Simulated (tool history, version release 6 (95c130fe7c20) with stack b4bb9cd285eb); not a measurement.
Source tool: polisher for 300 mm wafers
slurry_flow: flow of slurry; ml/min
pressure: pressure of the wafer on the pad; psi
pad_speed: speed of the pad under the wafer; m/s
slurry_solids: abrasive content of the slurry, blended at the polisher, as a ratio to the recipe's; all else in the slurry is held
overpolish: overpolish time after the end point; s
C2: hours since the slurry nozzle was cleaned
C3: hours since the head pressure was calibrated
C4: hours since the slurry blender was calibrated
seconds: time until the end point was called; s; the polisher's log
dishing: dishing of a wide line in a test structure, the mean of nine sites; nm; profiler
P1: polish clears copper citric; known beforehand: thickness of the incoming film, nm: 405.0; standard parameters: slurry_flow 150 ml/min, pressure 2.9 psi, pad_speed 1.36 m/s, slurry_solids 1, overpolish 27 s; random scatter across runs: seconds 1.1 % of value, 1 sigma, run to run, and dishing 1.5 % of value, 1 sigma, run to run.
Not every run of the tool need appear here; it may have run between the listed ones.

{"run": 1, "hour": 7.2, "slurry_flow": 150, "pressure": 2.9, "pad_speed": 1.36, "slurry_solids": 1, "overpolish": 27, "wafers polished on this pad": 739, "C2": 78.5, "C3": 762.3, "C4": 75.7, "seconds": 123.48, "dishing": 50.283}
{"run": 2, "hour": 10.9, "slurry_flow": 205, "pressure": 2.9, "pad_speed": 1.36, "slurry_solids": 1, "overpolish": 27, "wafers polished on this pad": 761, "C2": 82.2, "C3": 766, "C4": 79.4, "seconds": 115.23, "dishing": 50.068}
{"run": 3, "hour": 19.0, "slurry_flow": 95, "pressure": 2.9, "pad_speed": 1.36, "slurry_solids": 1, "overpolish": 27, "wafers polished on this pad": 810, "C2": 90.3, "C3": 774.1, "C4": 87.5, "seconds": 132.63, "dishing": 45.963}
{"run": 4, "hour": 27.0, "slurry_flow": 150, "pressure": 2.9, "pad_speed": 1.36, "slurry_solids": 1, "overpolish": 27, "wafers polished on this pad": 858, "C2": 98.3, "C3": 782.1, "C4": 95.5, "seconds": 119.23, "dishing": 49.2}
{"run": 5, "hour": 34.4, "slurry_flow": 150, "pressure": 2.9, "pad_speed": 1.36, "slurry_solids": 1, "overpolish": 27, "wafers polished on this pad": 903, "C2": 105.7, "C3": 789.5, "C4": 102.9, "seconds": 122.26, "dishing": 49.319}
{"run": 6, "hour": 38.5, "slurry_flow": 150, "pressure": 2.9, "pad_speed": 1.36, "slurry_solids": 1, "overpolish": 54, "wafers polished on this pad": 927, "C2": 109.8, "C3": 793.6, "C4": 107, "seconds": 121.76, "dishing": 69.689}
{"run": 7, "hour": 44.5, "slurry_flow": 150, "pressure": 2.9, "pad_speed": 1.36, "slurry_solids": 1, "overpolish": 27, "wafers polished on this pad": 963, "C2": 115.8, "C3": 799.6, "C4": 113, "seconds": 121.06, "dishing": 49.948}
{"run": 8, "hour": 48.1, "slurry_flow": 150, "pressure": 2.9, "pad_speed": 0.82, "slurry_solids": 1, "overpolish": 27, "wafers polished on this pad": 985, "C2": 119.4, "C3": 803.2, "C4": 116.6, "seconds": 198.51, "dishing": 34.621}
{"run": 9, "hour": 53.5, "slurry_flow": 150, "pressure": 1.9, "pad_speed": 1.36, "slurry_solids": 1, "overpolish": 27, "wafers polished on this pad": 1018, "C2": 124.8, "C3": 808.6, "C4": 122, "seconds": 184.31, "dishing": 36.844}
{"run": 10, "hour": 57.3, "slurry_flow": 150, "pressure": 3.9, "pad_speed": 1.36, "slurry_solids": 1, "overpolish": 27, "wafers polished on this pad": 1040, "C2": 128.6, "C3": 812.4, "C4": 125.8, "seconds": 88.812, "dishing": 59.466}
{"run": 11, "hour": 62.4, "slurry_flow": 150, "pressure": 2.9, "pad_speed": 1.82, "slurry_solids": 1, "overpolish": 27, "wafers polished on this pad": 1071, "C2": 133.7, "C3": 817.5, "C4": 130.9, "seconds": 90.698, "dishing": 59.37}
{"run": 12, "hour": 69.9, "slurry_flow": 150, "pressure": 2.9, "pad_speed": 1.36, "slurry_solids": 1, "overpolish": 9, "wafers polished on this pad": 1116, "C2": 141.2, "C3": 825, "C4": 138.4, "seconds": 122.18, "dishing": 21.714}
{"run": 13, "hour": 76.8, "slurry_flow": 150, "pressure": 2.9, "pad_speed": 1.36, "slurry_solids": 1, "overpolish": 27, "wafers polished on this pad": 1158, "C2": 148.1, "C3": 831.9, "C4": 145.3, "seconds": 119.79, "dishing": 49.93}
{"run": 14, "hour": 82.0, "slurry_flow": 150, "pressure": 2.9, "pad_speed": 1.36, "slurry_solids": 0.6, "overpolish": 27, "wafers polished on this pad": 1189, "C2": 153.3, "C3": 837.1, "C4": 150.5, "seconds": 131.16, "dishing": 45.76}
{"run": 15, "hour": 90.2, "slurry_flow": 150, "pressure": 2.9, "pad_speed": 1.36, "slurry_solids": 1.35, "overpolish": 27, "wafers polished on this pad": 1239, "C2": 161.5, "C3": 845.3, "C4": 158.7, "seconds": 114.11, "dishing": 51.204}
{"run": 16, "hour": 98.3, "slurry_flow": 150, "pressure": 4.5, "pad_speed": 1.36, "slurry_solids": 1, "overpolish": 11, "wafers polished on this pad": 1287, "C2": 169.6, "C3": 853.4, "C4": 166.8, "seconds": 77.779, "dishing": 36.617}
{"run": 17, "hour": 103.1, "slurry_flow": 150, "pressure": 2.9, "pad_speed": 1.36, "slurry_solids": 1, "overpolish": 27, "wafers polished on this pad": 1316, "C2": 174.4, "C3": 858.2, "C4": 171.6, "seconds": 120.28, "dishing": 49.613}

Forecast run 18:
{"run": 18, "hour": 108.5, "slurry_flow": 150, "pressure": 2.9, "pad_speed": 1.36, "slurry_solids": 1, "overpolish": 27, "wafers polished on this pad": 1349, "C2": 179.8, "C3": 863.6, "C4": 177, "seconds": "?", "dishing": "?"}

{"run 18": {"seconds": 123.27, "dishing": 48.249}}
